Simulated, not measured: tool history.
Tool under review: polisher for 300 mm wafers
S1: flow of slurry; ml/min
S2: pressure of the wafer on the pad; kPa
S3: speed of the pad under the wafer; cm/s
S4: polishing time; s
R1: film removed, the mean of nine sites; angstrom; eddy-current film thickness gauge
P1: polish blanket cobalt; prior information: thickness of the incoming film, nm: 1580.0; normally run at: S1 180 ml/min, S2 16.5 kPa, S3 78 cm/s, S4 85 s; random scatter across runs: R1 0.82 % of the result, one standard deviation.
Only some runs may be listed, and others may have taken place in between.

Run 1, hour 7.3: S1 180 ml/min, S2 16.5 kPa, S3 78 cm/s, S4 85 s. Result: R1 3339.0 angstrom.
Run 2, hour 12.4: S1 180 ml/min, S2 16.5 kPa, S3 78 cm/s, S4 85 s. Result: R1 3364.8 angstrom.
Run 3, hour 17.3: S1 180 ml/min, S2 16.5 kPa, S3 78 cm/s, S4 85 s. Result: R1 3402.7 angstrom.
Run 4, hour 22.3: S1 180 ml/min, S2 16.5 kPa, S3 78 cm/s, S4 38 s. Result: R1 1506.0 angstrom.
Run 5, hour 28.0: S1 180 ml/min, S2 16.5 kPa, S3 78 cm/s, S4 85 s. Result: R1 3413.9 angstrom.
Run 6, hour 35.3: S1 110 ml/min, S2 16.5 kPa, S3 78 cm/s, S4 85 s. Result: R1 3030.2 angstrom.
Run 7, hour 41.6: S1 180 ml/min, S2 8.3 kPa, S3 78 cm/s, S4 85 s. Result: R1 1678.7 angstrom.
Run 8, hour 46.1: S1 180 ml/min, S2 16.5 kPa, S3 78 cm/s, S4 127 s. Result: R1 5051.3 angstrom.
Run 9, hour 55.1: S1 180 ml/min, S2 16.5 kPa, S3 112 cm/s, S4 85 s. Result: R1 4893.8 angstrom.
Run 10, hour 63.1: S1 180 ml/min, S2 16.5 kPa, S3 78 cm/s, S4 85 s. Result: R1 3344.4 angstrom.
Run 11, hour 68.4: S1 180 ml/min, S2 16.5 kPa, S3 116 cm/s, S4 40 s. Result: R1 2352.3 angstrom.
Run 12, hour 73.4: S1 250 ml/min, S2 21.4 kPa, S3 78 cm/s, S4 85 s. Result: R1 4522.4 angstrom.

The next listed run, before its measurement:
Run 13, hour 81.7: S1 135 ml/min, S2 16.5 kPa, S3 46 cm/s, S4 85 s. Result: R1 ?.

{"run 13": {"R1": 1906.0}}
